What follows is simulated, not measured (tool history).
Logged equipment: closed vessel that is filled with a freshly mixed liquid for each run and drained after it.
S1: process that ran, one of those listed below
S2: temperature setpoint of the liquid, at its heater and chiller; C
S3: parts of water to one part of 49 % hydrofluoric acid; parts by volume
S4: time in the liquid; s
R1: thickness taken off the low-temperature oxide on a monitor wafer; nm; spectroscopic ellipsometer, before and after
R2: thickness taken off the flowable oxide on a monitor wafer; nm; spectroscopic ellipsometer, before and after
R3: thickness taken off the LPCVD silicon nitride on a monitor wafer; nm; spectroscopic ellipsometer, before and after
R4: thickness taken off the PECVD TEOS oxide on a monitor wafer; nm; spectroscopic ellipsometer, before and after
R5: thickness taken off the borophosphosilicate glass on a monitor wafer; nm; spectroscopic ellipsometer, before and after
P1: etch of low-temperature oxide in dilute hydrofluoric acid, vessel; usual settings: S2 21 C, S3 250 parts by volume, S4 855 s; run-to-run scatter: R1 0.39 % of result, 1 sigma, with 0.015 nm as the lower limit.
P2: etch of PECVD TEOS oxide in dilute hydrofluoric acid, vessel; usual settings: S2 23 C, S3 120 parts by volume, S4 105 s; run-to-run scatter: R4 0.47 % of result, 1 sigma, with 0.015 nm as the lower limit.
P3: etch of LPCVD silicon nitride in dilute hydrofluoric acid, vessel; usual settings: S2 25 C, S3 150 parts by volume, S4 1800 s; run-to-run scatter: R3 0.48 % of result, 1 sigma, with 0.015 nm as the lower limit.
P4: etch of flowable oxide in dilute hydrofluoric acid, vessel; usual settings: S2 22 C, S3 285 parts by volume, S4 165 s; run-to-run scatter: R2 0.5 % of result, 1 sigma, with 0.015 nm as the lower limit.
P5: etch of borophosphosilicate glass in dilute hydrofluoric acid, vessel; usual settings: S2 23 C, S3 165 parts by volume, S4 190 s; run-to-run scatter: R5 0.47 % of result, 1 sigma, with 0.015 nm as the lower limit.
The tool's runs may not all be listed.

| run | hour | S1 | S2 | S3 | S4 | R1 | R2 | R3 | R4 | R5 |
|---|---|---|---|---|---|---|---|---|---|---|
| 1 | 14.8 | P1 | 21 | 250 | 855 | 46.995 |  |  |  |  |
| 2 | 23.5 | P4 | 22 | 285 | 55 |  | 6.8851 |  |  |  |
| 3 | 35.3 | P1 | 28.5 | 250 | 95 | 6.8333 |  |  |  |  |
| 4 | 42.7 | P4 | 17 | 285 | 165 |  | 17.198 |  |  |  |
| 5 | 54.8 | P3 | 25 | 150 | 3505 |  |  | 12.205 |  |  |
| 6 | 64.6 | P3 | 32 | 150 | 1800 |  |  | 9.6958 |  |  |
| 7 | 73.5 | P3 | 25 | 55 | 1800 |  |  | 16.823 |  |  |
| 8 | 86.5 | P2 | 18 | 120 | 105 |  |  |  | 8.7746 |  |
| 9 | 96.1 | P1 | 21 | 400 | 855 | 25.533 |  |  |  |  |
| 10 | 109.2 | P1 | 21 | 250 | 855 | 47.141 |  |  |  |  |
| 11 | 119.9 | P3 | 25 | 150 | 1800 |  |  | 6.2982 |  |  |
| 12 | 132.2 | P1 | 21 | 250 | 1615 | 89.011 |  |  |  |  |
|  | 137.5 | hydrofluoric acid flow meter replaced |
| 13 | 140.7 | P1 | 26 | 250 | 855 | 56.269 |  |  |  |  |
| 14 | 153 | P5 | 29.5 | 165 | 190 |  |  |  |  | 73.438 |
| 15 | 166.2 | P2 | 23 | 120 | 105 |  |  |  | 10.799 |  |
| 16 | 178.5 | P2 | 23 | 220 | 105 |  |  |  | 5.2161 |  |
| 17 | 191.5 | P1 | 21 | 250 | 855 | 46.765 |  |  |  |  |
| 18 | 199.3 | P5 | 23 | 165 | 190 |  |  |  |  | 57.542 |
| 19 | 211.8 | P5 | 23 | 165 | 330 |  |  |  |  | 100.29 |
| 20 | 221.4 | P3 | 25 | 150 | 1800 |  |  | 6.2294 |  |  |
| 21 | 235.4 | P2 | 23 | 120 | 175 |  |  |  | 17.978 |  |
| 22 | 246.2 | P4 | 22 | 285 | 165 |  | 20.662 |  |  |  |
| 23 | 257.7 | P1 | 21 | 65 | 855 | 219 |  |  |  |  |
| 24 | 268.6 | P1 | 21 | 250 | 855 | 46.949 |  |  |  |  |
| 25 | 282 | P4 | 22 | 460 | 165 |  | 10.952 |  |  |  |
| 26 | 291.8 | P2 | 23 | 120 | 105 |  |  |  | 10.836 |  |
| 27 | 301.7 | P1 | 21 | 250 | 855 | 47.38 |  |  |  |  |
| 28 | 310.3 | P1 | 17 | 250 | 855 | 40.074 |  |  |  |  |
| 29 | 321.7 | P5 | 23 | 65 | 190 |  |  |  |  | 164.74 |
| 30 | 329.3 | P1 | 21 | 395 | 1360 | 41.622 |  |  |  |  |
| 31 | 344.1 | P1 | 21 | 250 | 480 | 26.161 |  |  |  |  |
| 32 | 359.4 | P1 | 21 | 250 | 855 | 46.862 |  |  |  |  |
| 33 | 374.1 | P1 | 21 | 250 | 855 | 45.085 |  |  |  |  |
| 34 | 387.4 | P1 | 21 | 250 | 855 | 44.499 |  |  |  |  |

Run 35, settings as shown, results not yet in. Your forecast:
| 35 | 395.2 | P1 | 21 | 250 | 855 | ? |  |  |  |  |

{"run 35": {"R1": 43.972}}
